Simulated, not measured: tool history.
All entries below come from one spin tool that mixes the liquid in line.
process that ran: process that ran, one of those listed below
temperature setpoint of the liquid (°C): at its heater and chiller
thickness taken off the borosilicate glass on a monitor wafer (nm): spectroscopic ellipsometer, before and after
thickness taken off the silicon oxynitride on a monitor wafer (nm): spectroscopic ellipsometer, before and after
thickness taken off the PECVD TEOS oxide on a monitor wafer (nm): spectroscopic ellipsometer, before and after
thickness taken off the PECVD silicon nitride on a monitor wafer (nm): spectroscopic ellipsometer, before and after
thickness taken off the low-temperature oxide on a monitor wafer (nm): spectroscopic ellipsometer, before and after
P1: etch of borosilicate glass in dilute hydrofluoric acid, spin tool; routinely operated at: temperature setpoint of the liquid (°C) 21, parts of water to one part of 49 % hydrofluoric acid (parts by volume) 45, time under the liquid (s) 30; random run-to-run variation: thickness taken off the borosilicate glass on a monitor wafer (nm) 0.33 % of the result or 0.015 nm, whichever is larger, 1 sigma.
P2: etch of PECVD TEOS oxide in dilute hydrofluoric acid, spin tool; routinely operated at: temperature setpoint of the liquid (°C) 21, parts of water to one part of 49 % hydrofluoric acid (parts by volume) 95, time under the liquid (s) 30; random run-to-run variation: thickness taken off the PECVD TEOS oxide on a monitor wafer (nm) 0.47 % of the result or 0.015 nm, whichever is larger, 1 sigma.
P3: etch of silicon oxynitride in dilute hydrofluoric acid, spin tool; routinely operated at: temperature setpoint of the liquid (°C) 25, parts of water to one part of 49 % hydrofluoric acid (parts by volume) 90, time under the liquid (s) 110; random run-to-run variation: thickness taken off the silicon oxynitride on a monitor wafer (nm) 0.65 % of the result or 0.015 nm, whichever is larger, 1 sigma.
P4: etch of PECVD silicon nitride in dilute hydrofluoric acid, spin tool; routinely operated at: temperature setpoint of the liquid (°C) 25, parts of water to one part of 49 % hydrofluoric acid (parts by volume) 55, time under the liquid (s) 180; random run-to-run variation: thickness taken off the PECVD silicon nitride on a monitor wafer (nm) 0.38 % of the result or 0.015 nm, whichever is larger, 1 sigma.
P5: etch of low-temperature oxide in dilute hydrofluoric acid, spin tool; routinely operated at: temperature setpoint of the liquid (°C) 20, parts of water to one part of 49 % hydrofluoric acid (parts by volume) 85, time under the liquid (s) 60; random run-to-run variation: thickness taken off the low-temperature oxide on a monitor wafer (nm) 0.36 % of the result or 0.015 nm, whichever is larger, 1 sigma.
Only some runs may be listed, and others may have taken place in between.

run   hour  process that ran  temperature setpoint of the liquid (°C)  parts of water to one part of 49 % hydrofluoric acid (parts by volume)  time under the liquid (s)  thickness taken off the borosilicate glass on a monitor wafer (nm)  thickness taken off the silicon oxynitride on a monitor wafer (nm)  thickness taken off the PECVD TEOS oxide on a monitor wafer (nm)  thickness taken off the PECVD silicon nitride on a monitor wafer (nm)  thickness taken off the low-temperature oxide on a monitor wafer (nm)
  1   15.4                P1                                       21                                                                      45                         30                                                              20.598
  2   27.5                P1                                     25.5                                                                      45                         15                                                              12.379
  3     35                P1                                       25                                                                      45                         30                                                              24.432
  4   49.8                P3                                       20                                                                      90                        110                                                                                                                                  3.3236
  5   62.8                P1                                       21                                                                      45                         30                                                              20.467
  6   72.1                P1                                       21                                                                      45                         30                                                              20.692
  7     81                P1                                       21                                                                      20                         30                                                              47.636
  8     96                P2                                     28.5                                                                      95                         30                                                                                                                                                                                                    9.4766
  9  106.2                P4                                     32.5                                                                      55                        180                                                                                                                                                                                                                                                                           32.694
 10  118.4                P5                                       20                                                                      85                         35                                                                                                                                                                                                                                                                                                                                                  4.1545
 11  126.3                P3                                       25                                                                      90                        110                                                                                                                                  4.2052
 12  138.3                P4                                       25                                                                      55                        285                                                                                                                                                                                                                                                                           31.985
 13    146                P4                                       25                                                                      55                        180                                                                                                                                                                                                                                                                            19.99
 14  160.1                P4                                       25                                                                      55                        180                                                                                                                                                                                                                                                                           19.967
 15  174.8                P5                                       20                                                                     115                         60                                                                                                                                                                                                                                                                                                                                                  5.1109
 16  187.7                P1                                       21                                                                      45                         30                                                              20.644
 17  199.5                P3                                       25                                                                     130                        110                                                                                                                                  2.8225
 18  211.9                P1                                       21                                                                      45                         30                                                              20.665
 19  222.2                P1                                       17                                                                      45                         30                                                              17.369
 20  236.2                P1                                       21                                                                      45                         15                                                              10.217
 21    249                P1                                       28                                                                      30                         30                                                              42.144
 22  264.3                P1                                       21                                                                      70                         30                                                              12.906
 23    277                P2                                       21                                                                      35                         30                                                                                                                                                                                                    20.449
 24  293.9                P4                                       25                                                                      90                        180                                                                                                                                                                                                                                                                           12.303
 25  303.8                P5                                       20                                                                      85                         60                                                                                                                                                                                                                                                                                                                                                  7.1143
 26  315.8                P2                                       21                                                                      95                         30                                                                                                                                                                                                    7.0258
 27  325.4                P5                                     25.5                                                                      85                         60                                                                                                                                                                                                                                                                                                                                                  8.8761
 28    338                P2                                       21                                                                      95                         50                                                                                                                                                                                                    11.671
 29  353.4                P1                                       21                                                                      45                         50                                                              34.294
 30  369.7                P3                                       25                                                                      90                         65                                                                                                                                  2.4838
 31  386.6                P1                                       21                                                                      45                         30                                                              20.479
 32    398                P1                                       21                                                                      45                         30                                                               20.74
 33  410.2                P1                                       21                                                                      45                         30                                                              19.928
 34  421.9                P1                                       21                                                                      45                         30                                                              19.654
 35  432.5                P1                                       21                                                                      45                         30                                                              19.489
 36  448.2                P1                                       21                                                                      45                         30                                                              19.322
 37  459.3                P1                                       21                                                                      45                         30                                                              19.242
 38  476.3                P1                                       21                                                                      45                         30                                                              19.103
 39  486.5                P1                                       21                                                                      45                         30                                                              19.161
 40  494.8                P1                                       21                                                                      45                         30                                                              19.205

Something has made what P1 gives creep away from where it was; the 2 causes below, each at its own stated size, fit the log equally well:
A: hydrofluoric acid flow below the setpoint (%) = 6.57
B: liquid colder than its thermometer reads (K) = 1.69
The creep began at about hour 398.

Each of the 4 check runs below uses one wafer; its results are left as question marks. Which run tells the causes apart?
check 1  503.1                P5                                       20                                                                      85                         60                                                                                                                                                                                                                                                                                                                                                       ?
check 2  503.1                P2                                       21                                                                      95                         30                                                                                                                                                                                                         ?
check 3  503.1                P3                                       25                                                                      90                        110                                                                                                                                       ?
check 4  503.1                P4                                       25                                                                      55                        180                                                                                                                                                                                                                                                                                ?

Predicted outcomes, by check and by cause:
  check                                                                 result    if A    if B
check 1  thickness taken off the low-temperature oxide on a monitor wafer (nm)  6.6124  6.6401
check 2       thickness taken off the PECVD TEOS oxide on a monitor wafer (nm)  6.4698  6.5092
check 3     thickness taken off the silicon oxynitride on a monitor wafer (nm)  3.9323  3.9057
check 4  thickness taken off the PECVD silicon nitride on a monitor wafer (nm)  18.777   17.92
Per check, the gap between the least separated pair of causes, taken in the result that splits them most: check 1 0.42 %; check 2 0.61 %; check 3 0.68 %; check 4 4.67 %
Check 4 is the one run that separates the causes; every other check would come out nearly the same whichever cause is at work.

After running check 4, the following was obtained: thickness taken off the PECVD silicon nitride on a monitor wafer (nm) 17.982. Which cause does this point to?

The correct cause is B, namely: liquid colder than its thermometer reads (K).
